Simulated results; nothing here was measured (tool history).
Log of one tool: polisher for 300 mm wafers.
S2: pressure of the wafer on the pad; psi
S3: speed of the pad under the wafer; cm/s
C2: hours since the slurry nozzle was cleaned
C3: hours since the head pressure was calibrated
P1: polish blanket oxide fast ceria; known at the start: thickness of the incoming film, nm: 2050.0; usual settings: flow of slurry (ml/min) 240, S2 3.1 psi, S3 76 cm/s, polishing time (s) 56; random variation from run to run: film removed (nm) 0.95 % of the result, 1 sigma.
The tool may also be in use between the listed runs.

{"run": 1, "day": 0.192, "flow of slurry (ml/min)": 240, "S2": 3.1, "S3": 76, "polishing time (s)": 56, "wafers polished on this pad": 357, "C2": 310.1, "C3": 140.1, "film removed (nm)": 807.46}
{"run": 2, "day": 0.375, "flow of slurry (ml/min)": 240, "S2": 3.9, "S3": 76, "polishing time (s)": 72, "wafers polished on this pad": 388, "C2": 314.5, "C3": 144.5, "film removed (nm)": 1329.3}
{"run": 3, "day": 0.583, "flow of slurry (ml/min)": 240, "S2": 4.2, "S3": 76, "polishing time (s)": 56, "wafers polished on this pad": 424, "C2": 319.5, "C3": 149.5, "film removed (nm)": 1114.6}
{"run": 4, "day": 0.867, "flow of slurry (ml/min)": 145, "S2": 3.1, "S3": 76, "polishing time (s)": 56, "wafers polished on this pad": 472, "C2": 326.3, "C3": 156.3, "film removed (nm)": 756.42}
{"run": 5, "day": 1.025, "flow of slurry (ml/min)": 240, "S2": 3.1, "S3": 76, "polishing time (s)": 56, "wafers polished on this pad": 499, "C2": 330.1, "C3": 160.1, "film removed (nm)": 817.21}
{"run": 6, "day": 1.288, "flow of slurry (ml/min)": 240, "S2": 3.1, "S3": 76, "polishing time (s)": 34, "wafers polished on this pad": 544, "C2": 336.4, "C3": 166.4, "film removed (nm)": 498.09}
{"run": 7, "day": 1.5, "flow of slurry (ml/min)": 240, "S2": 3.1, "S3": 76, "polishing time (s)": 56, "wafers polished on this pad": 581, "C2": 341.5, "C3": 171.5, "film removed (nm)": 820.63}
{"run": 8, "day": 1.662, "flow of slurry (ml/min)": 240, "S2": 3.1, "S3": 76, "polishing time (s)": 56, "wafers polished on this pad": 608, "C2": 345.4, "C3": 175.4, "film removed (nm)": 822.89}
{"run": 9, "day": 1.9, "flow of slurry (ml/min)": 350, "S2": 1.5, "S3": 76, "polishing time (s)": 56, "wafers polished on this pad": 649, "C2": 351.1, "C3": 181.1, "film removed (nm)": 405.79}
{"run": 10, "day": 2.046, "flow of slurry (ml/min)": 145, "S2": 3.1, "S3": 36, "polishing time (s)": 56, "wafers polished on this pad": 674, "C2": 354.6, "C3": 184.6, "film removed (nm)": 362.78}
{"run": 11, "day": 2.3, "flow of slurry (ml/min)": 240, "S2": 3.1, "S3": 38, "polishing time (s)": 56, "wafers polished on this pad": 718, "C2": 360.7, "C3": 190.7, "film removed (nm)": 407.27}
{"run": 12, "day": 2.462, "flow of slurry (ml/min)": 240, "S2": 3.1, "S3": 118, "polishing time (s)": 56, "wafers polished on this pad": 745, "C2": 364.6, "C3": 194.6, "film removed (nm)": 1264.1}
{"run": 13, "day": 2.696, "flow of slurry (ml/min)": 360, "S2": 3.1, "S3": 76, "polishing time (s)": 56, "wafers polished on this pad": 785, "C2": 370.2, "C3": 200.2, "film removed (nm)": 852.22}
{"run": 14, "day": 2.962, "flow of slurry (ml/min)": 240, "S2": 1.4, "S3": 76, "polishing time (s)": 56, "wafers polished on this pad": 831, "C2": 376.6, "C3": 206.6, "film removed (nm)": 370.01}
{"run": 15, "day": 3.125, "flow of slurry (ml/min)": 240, "S2": 3.1, "S3": 76, "polishing time (s)": 87, "wafers polished on this pad": 859, "C2": 380.5, "C3": 210.5, "film removed (nm)": 1266.6}
{"run": 16, "day": 3.283, "flow of slurry (ml/min)": 240, "S2": 3.1, "S3": 76, "polishing time (s)": 56, "wafers polished on this pad": 886, "C2": 384.3, "C3": 214.3, "film removed (nm)": 811.12}
{"run": 17, "day": 3.442, "flow of slurry (ml/min)": 240, "S2": 3.1, "S3": 76, "polishing time (s)": 56, "wafers polished on this pad": 913, "C2": 388.1, "C3": 218.1, "film removed (nm)": 812.52}
{"run": 18, "day": 3.658, "flow of slurry (ml/min)": 240, "S2": 3.1, "S3": 76, "polishing time (s)": 56, "wafers polished on this pad": 950, "C2": 393.3, "C3": 223.3, "film removed (nm)": 790.53}
{"run": 19, "day": 3.946, "flow of slurry (ml/min)": 240, "S2": 3.1, "S3": 76, "polishing time (s)": 56, "wafers polished on this pad": 999, "C2": 400.2, "C3": 230.2, "film removed (nm)": 772.41}
{"run": 20, "day": 4.146, "flow of slurry (ml/min)": 240, "S2": 3.1, "S3": 76, "polishing time (s)": 56, "wafers polished on this pad": 1034, "C2": 405, "C3": 235, "film removed (nm)": 767.6}
{"run": 21, "day": 4.304, "flow of slurry (ml/min)": 240, "S2": 3.1, "S3": 76, "polishing time (s)": 56, "wafers polished on this pad": 1061, "C2": 408.8, "C3": 238.8, "film removed (nm)": 752.85}
{"day": 4.342, "done": "head pressure recalibrated"}
{"run": 22, "day": 4.521, "flow of slurry (ml/min)": 240, "S2": 3.1, "S3": 76, "polishing time (s)": 56, "wafers polished on this pad": 1098, "C2": 414, "C3": 4.4, "film removed (nm)": 753.24}
{"run": 23, "day": 4.762, "flow of slurry (ml/min)": 240, "S2": 3.1, "S3": 76, "polishing time (s)": 56, "wafers polished on this pad": 1139, "C2": 419.8, "C3": 10.2, "film removed (nm)": 761.4}

What P1 gives has crept away from where it was. These 2 causes fit the log equally well, each at the size given:
A: slurry flow missing at the pad, % = 39.5
B: removal rate lost through wear of the pad, % = 6.82
The creep began at about day 3.442.
Why every other cause is out:
head's pressure below its setpoint, %: serviced at day 4.342, which brought nothing back

4 check runs are offered, each on 5 wafers whose results are averaged, their results left as question marks. Which one tells the causes apart?
{"run": "check 1", "day": 5.004, "flow of slurry (ml/min)": 240, "S2": 1.6, "S3": 46, "polishing time (s)": 56, "film removed (nm)": "?"}
{"run": "check 2", "day": 5.004, "flow of slurry (ml/min)": 240, "S2": 2, "S3": 38, "polishing time (s)": 56, "film removed (nm)": "?"}
{"run": "check 3", "day": 5.004, "flow of slurry (ml/min)": 240, "S2": 1.7, "S3": 76, "polishing time (s)": 56, "film removed (nm)": "?"}
{"run": "check 4", "day": 5.004, "flow of slurry (ml/min)": 160, "S2": 3.1, "S3": 76, "polishing time (s)": 86, "film removed (nm)": "?"}

What each check would give under each cause:
check=check_1 result=film_removed_(nm) if_A=238.78 if_B=238.8
check=check_2 result=film_removed_(nm) if_A=246.57 if_B=246.59
check=check_3 result=film_removed_(nm) if_A=419.17 if_B=419.2
check=check_4 result=film_removed_(nm) if_A=1076.7 if_B=1111.8
How far apart the two closest causes lie, in the result that separates them most: check 1 0.01 %; check 2 0.01 %; check 3 0.01 %; check 4 3.21 %
Check 4 tells the causes apart: in the others they would give nearly the same result.

Then check 4 was run and gave: film removed (nm) 1108.9. Which cause is it?

It is B: removal rate lost through wear of the pad, %.

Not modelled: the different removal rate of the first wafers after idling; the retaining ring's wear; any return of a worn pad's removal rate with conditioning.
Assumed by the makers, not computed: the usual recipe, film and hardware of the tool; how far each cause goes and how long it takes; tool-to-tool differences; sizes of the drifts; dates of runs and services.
